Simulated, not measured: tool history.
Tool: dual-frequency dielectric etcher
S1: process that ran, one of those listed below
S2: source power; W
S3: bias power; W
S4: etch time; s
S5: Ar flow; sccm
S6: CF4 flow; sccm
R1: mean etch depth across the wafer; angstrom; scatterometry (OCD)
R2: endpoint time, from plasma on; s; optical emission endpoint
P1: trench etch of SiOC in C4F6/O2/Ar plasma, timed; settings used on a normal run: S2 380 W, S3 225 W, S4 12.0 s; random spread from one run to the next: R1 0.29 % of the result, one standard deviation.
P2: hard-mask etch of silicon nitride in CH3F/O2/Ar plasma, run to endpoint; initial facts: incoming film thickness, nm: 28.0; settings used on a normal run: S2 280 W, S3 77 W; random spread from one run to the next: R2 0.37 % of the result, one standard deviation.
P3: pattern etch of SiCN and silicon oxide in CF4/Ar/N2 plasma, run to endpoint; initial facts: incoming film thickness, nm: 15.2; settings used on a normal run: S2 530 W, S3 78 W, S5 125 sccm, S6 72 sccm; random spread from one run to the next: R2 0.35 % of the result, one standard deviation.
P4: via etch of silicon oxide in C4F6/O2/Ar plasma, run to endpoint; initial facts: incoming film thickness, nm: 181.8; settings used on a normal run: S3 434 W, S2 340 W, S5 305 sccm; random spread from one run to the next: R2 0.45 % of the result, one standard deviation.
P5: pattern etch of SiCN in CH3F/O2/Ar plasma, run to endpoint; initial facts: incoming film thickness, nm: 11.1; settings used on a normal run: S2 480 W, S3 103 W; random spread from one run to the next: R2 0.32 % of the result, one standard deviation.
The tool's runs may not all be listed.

run     day  S1   S2   S3    S4   S5  S6      R1      R2
  1   0.246  P1  380  225  12.0           254.87
  2   0.538  P4  340  554        305              42.532
  3   0.904  P3  530   78        125  72          15.741
  4   1.254  P5  480  103                         23.764
  5   1.483  P2  280   77                         46.240
  6   1.821  P5  480  147                         20.722
  7   2.208  P4  340  434        377              47.830
  8   2.558  P5  320  103                         27.588
  9   2.867  P2  360   77                         42.063
 10   3.121  P1  280  225  12.0           228.92
 11   3.412  P4  340  434        305              47.001
 12   3.808  P1  380  138  16.0           293.86
 13   4.033  P3  530   62        125  72          16.990
 14   4.304  P1  380  225  17.5           374.78
 15   4.558  P3  720   78        125  72          11.992
 16   4.771  P1  460  225   7.5           172.04
 17   5.029  P1  380  298  12.0           280.92
 18   5.383  P4  340  434        305              46.392
      5.467  -- bias power generator calibrated
 19   5.621  P3  530   78         89  72          14.992
 20   6.050  P2  280   77                         46.249
 21   6.308  P4  420  434        305              42.973
 22   6.721  P1  380  225  12.0           254.81
 23   7.050  P1  380  225   8.0           170.58
 24   7.354  P2  280   91                         43.628
      7.708  -- wet clean of the chamber
 25   7.725  P1  460  225  12.0           276.36
 26   7.996  P1  380  225  12.0           256.26
 27   8.346  P3  530   78        125  55          16.354
 28   8.746  P1  380  225  12.0           256.36
 29   8.954  P1  380  266  16.0           362.09
 30   9.379  P1  380  148  12.0           223.65
 31   9.675  P1  380  225  12.0           255.11
 32   9.996  P1  380  225  12.0           253.50
 33  10.342  P1  380  225  12.0           254.04
 34  10.612  P1  380  225  12.0           253.10
 35  11.017  P1  380  225  12.0           252.83
     11.058  -- wet clean of the chamber
 36  11.238  P1  380  225  12.0           252.12
 37  11.438  P1  380  225  12.0           251.90
 38  11.742  P1  380  225  12.0           251.60
 39  12.042  P1  380  225  12.0           252.43
 40  12.338  P1  380  225  12.0           251.41
 41  12.638  P1  380  225  12.0           250.76
 42  13.004  P1  380  225  12.0           251.24

Compared with where it was, what P1 gives has crept away. Each cause listed below fits the log as well as the rest, at the size given for it:
A: bias power that arrives under what is set, % = 4.82
B: source power that arrives under what is set, % = 4.17
Onset of the creep was near day 9.675.
Each remaining cause and why it is not a fit:
chamber walls in a state that lowers the etch rate, %: serviced at day 11.058, which brought nothing back

Consider the 4 check runs below, whose results appear as question marks and each of which averages 2 wafers. Which one distinguishes the causes, in that each cause would give it a clearly different result?
check 1  13.371  P3  530   78      125  72       ?
check 2  13.371  P2  280   77                    ?
check 3  13.371  P4  340  434      305           ?
check 4  13.371  P5  480  103                    ?

What every check run would give for each of its results, assuming each possible cause in turn:
  check  result    if A    if B
check 1      R2  15.999  16.326
check 2      R2  47.121  47.046
check 3      R2  47.497  47.382
check 4      R2  24.198  24.133
Minimum pairwise separation of causes per check, each pair taken at its best-separating result: check 1 2.02 %; check 2 0.16 %; check 3 0.24 %; check 4 0.27 %
The other checks would show nearly matching results whichever cause is true, so check 1 is the only one that separates the causes.

Then check 1 was run and gave: R2 15.974 s. Which cause is it?

It was cause A: bias power that arrives under what is set, %.
